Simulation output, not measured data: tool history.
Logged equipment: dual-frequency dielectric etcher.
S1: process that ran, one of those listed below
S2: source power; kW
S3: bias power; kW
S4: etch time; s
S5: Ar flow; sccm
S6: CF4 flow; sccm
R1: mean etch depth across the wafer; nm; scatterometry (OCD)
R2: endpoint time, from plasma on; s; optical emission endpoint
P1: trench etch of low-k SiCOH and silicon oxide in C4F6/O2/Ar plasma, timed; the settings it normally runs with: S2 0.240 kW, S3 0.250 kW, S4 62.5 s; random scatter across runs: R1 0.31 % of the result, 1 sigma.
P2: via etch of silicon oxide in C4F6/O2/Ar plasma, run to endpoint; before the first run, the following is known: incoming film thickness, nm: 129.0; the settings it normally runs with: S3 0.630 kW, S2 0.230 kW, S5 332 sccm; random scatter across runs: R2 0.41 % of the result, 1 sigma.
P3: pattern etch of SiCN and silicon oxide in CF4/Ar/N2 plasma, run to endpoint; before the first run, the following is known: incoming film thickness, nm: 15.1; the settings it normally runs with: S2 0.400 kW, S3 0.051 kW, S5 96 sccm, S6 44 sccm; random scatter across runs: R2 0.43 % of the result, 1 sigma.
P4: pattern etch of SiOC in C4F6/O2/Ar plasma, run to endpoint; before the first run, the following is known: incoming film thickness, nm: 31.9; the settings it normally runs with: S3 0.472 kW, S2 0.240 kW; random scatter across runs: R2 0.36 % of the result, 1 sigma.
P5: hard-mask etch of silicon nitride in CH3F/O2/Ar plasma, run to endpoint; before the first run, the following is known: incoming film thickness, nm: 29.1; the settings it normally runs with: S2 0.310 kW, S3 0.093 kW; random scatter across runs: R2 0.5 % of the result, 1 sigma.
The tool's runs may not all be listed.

run	hour	S1	S2	S3	S4	S5	S6	R1	R2
1	3.7	P1	0.240	0.250	62.5			178.78	
2	6.1	P5	0.220	0.093					49.089
3	8.6	P1	0.240	0.317	83.0			259.25	
4	12.4	P1	0.240	0.309	62.5			192.50	
5	16.1	P1	0.290	0.311	62.5			207.31	
6	18.5	P5	0.310	0.058					50.886
7	22.6	P1	0.310	0.250	62.5			196.96	
8	26.9	P1	0.240	0.250	91.0			261.34	
9	31.5	P2	0.230	0.371		332			39.909
10	36.4	P1	0.240	0.250	62.5			178.61	
11	40.6	P2	0.230	0.630		332			32.661
12	44.1	P2	0.290	0.630		332			29.996
13	49.0	P4	0.140	0.472					15.400
14	52.5	P4	0.240	0.472					12.643
15	57.2	P5	0.310	0.093					43.030
16	60.8	P3	0.550	0.051		96	44		17.922
# hour 61.8: bias power generator calibrated
17	63.2	P3	0.400	0.030		96	44		28.070
18	66.4	P3	0.400	0.051		96	44		23.743
19	70.1	P1	0.240	0.250	47.0			135.03	
20	73.2	P3	0.400	0.051		66	44		22.194
21	76.6	P1	0.240	0.194	44.0			115.80	
22	80.3	P3	0.400	0.051		96	44		23.716
23	84.0	P2	0.230	0.630		200			30.718
24	88.2	P4	0.240	0.352					14.008
25	90.7	P1	0.180	0.250	62.5			160.00	
26	93.9	P1	0.240	0.250	62.5			178.52	
27	97.6	P1	0.240	0.172	62.5			157.81	
28	101.5	P3	0.400	0.051		96	57		22.654

The next listed run, before its measurement:
29	106.3	P5	0.310	0.093					?

Run 29 measured R2 43.300 s.
